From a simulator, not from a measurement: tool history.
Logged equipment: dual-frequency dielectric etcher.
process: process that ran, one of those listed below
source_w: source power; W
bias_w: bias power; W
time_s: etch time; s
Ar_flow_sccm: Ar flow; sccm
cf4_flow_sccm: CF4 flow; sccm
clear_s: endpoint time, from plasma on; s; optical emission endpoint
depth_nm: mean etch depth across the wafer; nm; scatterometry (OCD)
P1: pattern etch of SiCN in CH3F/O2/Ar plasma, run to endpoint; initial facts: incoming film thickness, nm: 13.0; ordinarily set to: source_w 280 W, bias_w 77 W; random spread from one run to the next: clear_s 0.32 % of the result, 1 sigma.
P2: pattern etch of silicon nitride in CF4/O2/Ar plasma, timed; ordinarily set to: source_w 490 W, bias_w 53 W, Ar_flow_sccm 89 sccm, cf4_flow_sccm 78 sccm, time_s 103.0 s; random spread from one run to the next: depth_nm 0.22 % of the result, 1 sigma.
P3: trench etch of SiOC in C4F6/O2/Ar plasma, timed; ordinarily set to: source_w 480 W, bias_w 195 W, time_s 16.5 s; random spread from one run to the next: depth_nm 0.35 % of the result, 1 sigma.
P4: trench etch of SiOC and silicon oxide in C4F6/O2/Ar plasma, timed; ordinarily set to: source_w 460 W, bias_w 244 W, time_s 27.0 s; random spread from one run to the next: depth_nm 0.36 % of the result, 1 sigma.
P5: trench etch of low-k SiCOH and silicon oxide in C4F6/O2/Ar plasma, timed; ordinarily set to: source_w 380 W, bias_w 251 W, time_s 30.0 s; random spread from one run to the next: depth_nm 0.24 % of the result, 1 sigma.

run,day,process,source_w,bias_w,time_s,Ar_flow_sccm,cf4_flow_sccm,clear_s,depth_nm
1,0.204,P1,280,77,,,,37.786,
2,0.425,P5,220,251,30.0,,,,86.296
3,0.571,P5,380,251,20.5,,,,72.600
4,0.762,P4,460,244,27.0,,,,62.371
5,0.958,P2,490,31,103.0,89,78,,154.270
6,1.075,P1,280,77,,,,37.857,
7,1.212,P3,480,262,16.5,,,,40.434
8,1.383,P4,640,244,27.0,,,,70.382
9,1.525,P1,280,77,,,,37.899,
10,1.771,P4,460,244,15.0,,,,34.388
11,2.012,P1,370,77,,,,34.183,
12,2.208,P3,620,195,16.5,,,,40.684
13,2.329,P3,480,195,16.5,,,,36.815
14,2.538,P1,280,77,,,,37.914,
# day 2.662: source power generator calibrated
15,2.754,P1,280,77,,,,38.135,
16,2.888,P1,280,52,,,,43.567,
17,3.029,P3,480,195,16.5,,,,36.798
18,3.158,P1,170,77,,,,45.462,
19,3.375,P1,330,97,,,,32.712,
20,3.504,P2,490,53,129.0,89,78,,233.520
21,3.675,P2,490,53,103.0,89,78,,187.400
22,3.817,P1,280,77,,,,38.024,
23,3.967,P1,280,104,,,,33.884,
24,4.100,P4,460,149,27.0,,,,52.825
25,4.233,P1,280,77,,,,38.027,
26,4.388,P3,480,195,24.5,,,,54.842
27,4.550,P1,350,90,,,,33.096,
28,4.729,P2,680,53,103.0,89,78,,248.660
29,4.896,P5,380,251,30.0,,,,106.130
30,5.054,P2,490,53,103.0,89,61,,181.140
31,5.267,P5,380,153,30.0,,,,90.423
32,5.379,P1,180,53,,,,51.038,
33,5.588,P5,380,251,30.0,,,,106.120
34,5.754,P2,490,53,103.0,113,78,,181.560
35,5.950,P1,280,77,,,,37.924,
36,6.179,P1,280,77,,,,37.606,
37,6.346,P1,280,77,,,,37.328,
38,6.471,P1,280,77,,,,37.538,
39,6.646,P1,280,77,,,,37.385,
# day 6.650: wet clean of the chamber
40,6.888,P1,280,77,,,,37.261,
41,7.071,P1,280,77,,,,37.136,
42,7.308,P1,280,77,,,,37.178,
43,7.496,P1,280,77,,,,37.408,
44,7.629,P1,280,77,,,,37.158,

What P1 gives has crept off from where it sat before. The 2 causes that follow fit the log equally well, each at the size noted:
A: bias power that arrives over what is set, % = 4.49
B: source power that arrives over what is set, % = 4.46
The drift started at roughly day 5.950.
Every other cause this tool's parts could produce, and why it does not fit the log:
chamber walls in a state that raises the etch rate, %: serviced at day 6.650, after the change had begun; the process did not return to its earlier output

Listed below are the offered check runs, one wafer per run, with question marks in place of results. For which of them would the causes give clearly different outcomes?
check 1,7.762,P2,490,39,103.0,110,78,,?
check 2,7.762,P5,270,251,30.0,,,,?
check 3,7.762,P3,600,195,23.5,,,,?
check 4,7.762,P4,460,195,27.0,,,,?

What each check would give under each cause:
check,result,if A,if B
check 1,depth_nm,164.710,168.310
check 2,depth_nm,94.675,94.796
check 3,depth_nm,57.979,58.169
check 4,depth_nm,58.337,58.507
Minimum pairwise separation of causes per check, each pair taken at its best-separating result: check 1 2.16 %; check 2 0.13 %; check 3 0.33 %; check 4 0.29 %
The causes can be told apart only by check 1. The other checks would give nearly the same results under each of them.

After running check 1, the following was obtained: depth_nm 168.580 nm. Which cause does this point to?

Of the candidate causes, it is B: source power that arrives over what is set, %.
